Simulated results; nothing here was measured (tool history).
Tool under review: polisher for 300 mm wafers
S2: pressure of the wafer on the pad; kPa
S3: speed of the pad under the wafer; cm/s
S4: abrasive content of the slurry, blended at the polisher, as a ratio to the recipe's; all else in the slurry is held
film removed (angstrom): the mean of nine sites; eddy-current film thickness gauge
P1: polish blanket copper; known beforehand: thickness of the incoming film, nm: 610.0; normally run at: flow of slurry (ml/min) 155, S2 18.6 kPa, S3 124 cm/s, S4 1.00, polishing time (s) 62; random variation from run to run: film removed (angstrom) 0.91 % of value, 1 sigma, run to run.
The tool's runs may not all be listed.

{"run": 1, "hour": 5.8, "flow of slurry (ml/min)": 155, "S2": 18.6, "S3": 124, "S4": 1.0, "polishing time (s)": 62, "film removed (angstrom)": 2348.1}
{"run": 2, "hour": 11.4, "flow of slurry (ml/min)": 155, "S2": 18.6, "S3": 124, "S4": 1.0, "polishing time (s)": 83, "film removed (angstrom)": 3165.1}
{"run": 3, "hour": 15.2, "flow of slurry (ml/min)": 155, "S2": 18.6, "S3": 124, "S4": 1.0, "polishing time (s)": 62, "film removed (angstrom)": 2390.5}
{"run": 4, "hour": 18.9, "flow of slurry (ml/min)": 155, "S2": 11.7, "S3": 124, "S4": 1.0, "polishing time (s)": 62, "film removed (angstrom)": 1506.5}
{"run": 5, "hour": 22.9, "flow of slurry (ml/min)": 95, "S2": 18.6, "S3": 124, "S4": 1.0, "polishing time (s)": 62, "film removed (angstrom)": 2164.0}
{"run": 6, "hour": 30.1, "flow of slurry (ml/min)": 155, "S2": 10.3, "S3": 124, "S4": 1.4, "polishing time (s)": 62, "film removed (angstrom)": 1422.8}
{"run": 7, "hour": 35.2, "flow of slurry (ml/min)": 155, "S2": 18.6, "S3": 74, "S4": 1.4, "polishing time (s)": 62, "film removed (angstrom)": 1544.4}
{"run": 8, "hour": 39.7, "flow of slurry (ml/min)": 155, "S2": 18.6, "S3": 124, "S4": 1.0, "polishing time (s)": 62, "film removed (angstrom)": 2394.8}
{"run": 9, "hour": 47.1, "flow of slurry (ml/min)": 195, "S2": 18.6, "S3": 124, "S4": 1.0, "polishing time (s)": 62, "film removed (angstrom)": 2485.0}
{"hour": 47.7, "done": "slurry nozzle cleaned"}
{"run": 10, "hour": 50.6, "flow of slurry (ml/min)": 155, "S2": 18.6, "S3": 66, "S4": 1.0, "polishing time (s)": 62, "film removed (angstrom)": 1274.6}
{"run": 11, "hour": 54.6, "flow of slurry (ml/min)": 155, "S2": 18.6, "S3": 124, "S4": 1.25, "polishing time (s)": 62, "film removed (angstrom)": 2540.6}
{"run": 12, "hour": 59.2, "flow of slurry (ml/min)": 155, "S2": 18.6, "S3": 124, "S4": 1.0, "polishing time (s)": 34, "film removed (angstrom)": 1319.9}
{"run": 13, "hour": 63.6, "flow of slurry (ml/min)": 155, "S2": 18.6, "S3": 124, "S4": 0.55, "polishing time (s)": 62, "film removed (angstrom)": 2120.5}
{"run": 14, "hour": 67.6, "flow of slurry (ml/min)": 155, "S2": 18.6, "S3": 160, "S4": 1.0, "polishing time (s)": 62, "film removed (angstrom)": 3039.4}
{"run": 15, "hour": 73.6, "flow of slurry (ml/min)": 155, "S2": 18.6, "S3": 124, "S4": 1.0, "polishing time (s)": 62, "film removed (angstrom)": 2435.7}
{"run": 16, "hour": 78.2, "flow of slurry (ml/min)": 155, "S2": 29.0, "S3": 124, "S4": 1.0, "polishing time (s)": 62, "film removed (angstrom)": 3729.2}
{"run": 17, "hour": 81.8, "flow of slurry (ml/min)": 155, "S2": 18.6, "S3": 166, "S4": 1.0, "polishing time (s)": 46, "film removed (angstrom)": 2354.8}
{"run": 18, "hour": 86.4, "flow of slurry (ml/min)": 155, "S2": 18.6, "S3": 124, "S4": 1.0, "polishing time (s)": 62, "film removed (angstrom)": 2396.4}
{"run": 19, "hour": 90.5, "flow of slurry (ml/min)": 155, "S2": 18.6, "S3": 124, "S4": 1.0, "polishing time (s)": 62, "film removed (angstrom)": 2335.0}
{"run": 20, "hour": 95.6, "flow of slurry (ml/min)": 155, "S2": 18.6, "S3": 124, "S4": 1.0, "polishing time (s)": 62, "film removed (angstrom)": 2270.6}

For run 21, what comes out?
{"run": 21, "hour": 101.3, "flow of slurry (ml/min)": 155, "S2": 18.6, "S3": 124, "S4": 1.0, "polishing time (s)": 62, "film removed (angstrom)": "?"}

Run 21 produced film removed (angstrom) 2229.5.
